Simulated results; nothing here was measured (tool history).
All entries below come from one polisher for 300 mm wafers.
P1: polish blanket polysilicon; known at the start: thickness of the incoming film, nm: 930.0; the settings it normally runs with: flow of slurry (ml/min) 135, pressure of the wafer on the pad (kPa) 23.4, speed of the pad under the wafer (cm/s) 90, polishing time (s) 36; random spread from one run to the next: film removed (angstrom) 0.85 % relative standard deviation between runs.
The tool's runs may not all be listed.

run   hour  flow of slurry (ml/min)  pressure of the wafer on the pad (kPa)  speed of the pad under the wafer (cm/s)  polishing time (s)  wafers polished on this pad  hours since the slurry nozzle was cleaned  hours since the head pressure was calibrated  film removed (angstrom)
  1    3.8                      135                                    23.4                                       90                  36                          255                                      175.9                                         185.2                     3125
  2     11                      135                                    23.4                                       52                  16                          333                                      183.1                                         192.4                   809.25
  3   18.1                      135                                    23.4                                       90                  25                          409                                      190.2                                         199.5                   2162.8
  4   26.3                      205                                    23.4                                       90                  36                          497                                      198.4                                         207.7                   3288.1
  5   31.3                      135                                    23.4                                       90                  58                          550                                      203.4                                         212.7                   4892.3
  6   36.3                      135                                    23.4                                       42                  36                          604                                      208.4                                         217.7                     1460
  7   40.1                      135                                    23.4                                      138                  36                          644                                      212.2                                         221.5                   4825.1
  8   48.2                      135                                    33.8                                       90                  36                          731                                      220.3                                         229.6                   4446.8
  9   55.5                      135                                    23.4                                       66                  23                          810                                      227.6                                         236.9                   1457.2
 10   59.6                      135                                    23.4                                       90                  36                          853                                      231.7                                           241                   3132.6
 11   65.9                      135                                    23.4                                       90                  36                          921                                        238                                         247.3                   3113.4
      67.4  -- head pressure recalibrated
 12   72.1                      135                                    23.4                                       90                  36                          987                                      244.2                                           4.7                   3130.1
 13   77.1                      135                                    13.1                                       90                  36                         1041                                      249.2                                           9.7                   1747.9
 14   82.2                       90                                    23.4                                       90                  36                         1096                                      254.3                                          14.8                   2822.6
 15   90.4                      135                                    13.8                                       90                  19                         1184                                      262.5                                            23                   959.55
 16   95.8                      135                                    23.4                                       90                  36                         1241                                      267.9                                          28.4                     3090
 17    103                      135                                    23.4                                       90                  36                         1319                                      275.1                                          35.6                   3153.2
 18  107.7                      135                                    23.4                                       90                  36                         1369                                      279.8                                          40.3                   3115.2
 19  115.8                      135                                    23.4                                       90                  36                         1456                                      287.9                                          48.4                   3025.6
 20  123.8                      135                                    23.4                                       90                  36                         1542                                      295.9                                          56.4                   2910.3
 21  129.3                      135                                    23.4                                       90                  36                         1601                                      301.4                                          61.9                   2864.3
 22  134.3                      135                                    23.4                                       90                  36                         1654                                      306.4                                          66.9                   2859.5
 23    142                      135                                    23.4                                       90                  36                         1737                                      314.1                                          74.6                     2827
     150.3  -- head pressure recalibrated
 24  150.3                      135                                    23.4                                       90                  36                         1826                                      322.4                                             0                   2777.8
 25  154.3                      135                                    23.4                                       90                  36                         1868                                      326.4                                             4                   2772.3
 26    161                      135                                    23.4                                       90                  36                         1940                                      333.1                                          10.7                   2790.5
 27  166.2                      135                                    23.4                                       90                  36                         1996                                      338.3                                          15.9                   2776.4
 28  172.7                      135                                    23.4                                       90                  36                         2066                                      344.8                                          22.4                   2786.1

P1 has crept away from where it was. The log is fitted equally well by each of these 2 causes, at the sizes shown:
A: removal rate lost through wear of the pad, % = 10.6
B: slurry flow missing at the pad, % = 37.7
The creep began at about hour 107.7.
Why every other cause is out:
head's pressure below its setpoint, %: its service at hour 150.3 followed the start of the drift and did not put the process back to its old value

Which of the 4 check runs listed below, each an average over 5 wafers with its results shown as question marks, gives clearly different results under the different listed causes?
check 1  179.2                      135                                    29.6                                       90                  28                                                                                                                                              ?
check 2  179.2                      185                                    23.4                                       90                  36                                                                                                                                              ?
check 3  179.2                      135                                      29                                       90                  36                                                                                                                                              ?
check 4  179.2                      135                                    23.4                                       68                  28                                                                                                                                              ?

Check results expected under each cause:
  check                   result    if A    if B
check 1  film removed (angstrom)  2737.7  2737.6
check 2  film removed (angstrom)  2931.7  3014.1
check 3  film removed (angstrom)  3438.1  3437.9
check 4  film removed (angstrom)  1635.6  1635.5
Smallest distance between any two causes, each pair judged by its most separating result, in per cent: check 1 0 %; check 2 2.77 %; check 3 0 %; check 4 0 %
Check 2 tells the causes apart: in the others they would give nearly the same result.

Check 2 has now been run. It gave: film removed (angstrom) 2918.7. Which of the candidate causes is it?

The correct cause is A, namely: removal rate lost through wear of the pad, %.
